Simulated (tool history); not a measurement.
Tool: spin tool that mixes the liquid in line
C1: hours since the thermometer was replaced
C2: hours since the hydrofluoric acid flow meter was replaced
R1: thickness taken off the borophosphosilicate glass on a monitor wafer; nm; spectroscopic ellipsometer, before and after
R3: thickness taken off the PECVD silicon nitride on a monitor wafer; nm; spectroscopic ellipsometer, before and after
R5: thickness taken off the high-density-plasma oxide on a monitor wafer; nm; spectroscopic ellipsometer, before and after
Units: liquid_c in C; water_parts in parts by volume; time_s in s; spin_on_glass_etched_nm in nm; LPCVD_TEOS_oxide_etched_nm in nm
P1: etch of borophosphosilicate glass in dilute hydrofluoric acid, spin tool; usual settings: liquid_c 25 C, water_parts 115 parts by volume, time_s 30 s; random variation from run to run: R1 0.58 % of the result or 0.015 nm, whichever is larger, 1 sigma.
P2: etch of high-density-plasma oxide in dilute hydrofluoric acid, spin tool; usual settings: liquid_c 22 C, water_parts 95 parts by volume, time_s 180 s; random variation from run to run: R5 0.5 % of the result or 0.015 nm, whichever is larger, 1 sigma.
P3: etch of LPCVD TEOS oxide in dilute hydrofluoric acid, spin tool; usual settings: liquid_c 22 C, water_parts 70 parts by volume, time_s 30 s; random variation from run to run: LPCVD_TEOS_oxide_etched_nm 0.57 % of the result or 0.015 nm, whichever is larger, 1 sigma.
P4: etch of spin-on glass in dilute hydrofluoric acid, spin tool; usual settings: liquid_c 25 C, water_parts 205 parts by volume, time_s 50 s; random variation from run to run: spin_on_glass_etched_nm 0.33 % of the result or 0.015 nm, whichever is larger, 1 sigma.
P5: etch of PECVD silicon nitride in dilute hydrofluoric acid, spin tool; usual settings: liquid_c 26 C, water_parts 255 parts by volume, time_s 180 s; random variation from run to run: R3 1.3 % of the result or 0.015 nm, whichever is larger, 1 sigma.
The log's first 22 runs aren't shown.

Run 23, hour 109.9: process P1, liquid_c 25 C, water_parts 115 parts by volume, time_s 30 s; C1 1434.6; C2 26.2. Result: R1 13.719 nm.
Run 24, hour 115.8: process P3, liquid_c 22 C, water_parts 70 parts by volume, time_s 60 s; C1 1440.5; C2 32.1. Result: LPCVD_TEOS_oxide_etched_nm 17.795 nm.
Run 25, hour 118.7: process P1, liquid_c 25 C, water_parts 175 parts by volume, time_s 15 s; C1 1443.4; C2 35. Result: R1 4.2631 nm.
Run 26, hour 121.9: process P1, liquid_c 25 C, water_parts 115 parts by volume, time_s 30 s; C1 1446.6; C2 38.2. Result: R1 13.882 nm.
Run 27, hour 124.6: process P1, liquid_c 25 C, water_parts 115 parts by volume, time_s 30 s; C1 1449.3; C2 40.9. Result: R1 13.784 nm.
Run 28, hour 130.3: process P1, liquid_c 25 C, water_parts 115 parts by volume, time_s 60 s; C1 1455; C2 46.6. Result: R1 27.556 nm.
Run 29, hour 133.6: process P5, liquid_c 26 C, water_parts 255 parts by volume, time_s 325 s; C1 1458.3; C2 49.9. Result: R3 3.5818 nm.
Run 30, hour 136.8: process P3, liquid_c 22 C, water_parts 70 parts by volume, time_s 30 s; C1 1461.5; C2 53.1. Result: LPCVD_TEOS_oxide_etched_nm 8.9148 nm.
Run 31, hour 141.4: process P1, liquid_c 30 C, water_parts 115 parts by volume, time_s 30 s; C1 1466.1; C2 57.7. Result: R1 16.634 nm.

The next listed run, before its measurement:
Run 32, hour 147.2: process P1, liquid_c 25 C, water_parts 115 parts by volume, time_s 30 s; C1 1471.9; C2 63.5. Result: R1 ?.

{"run 32": {"R1": 13.748}}
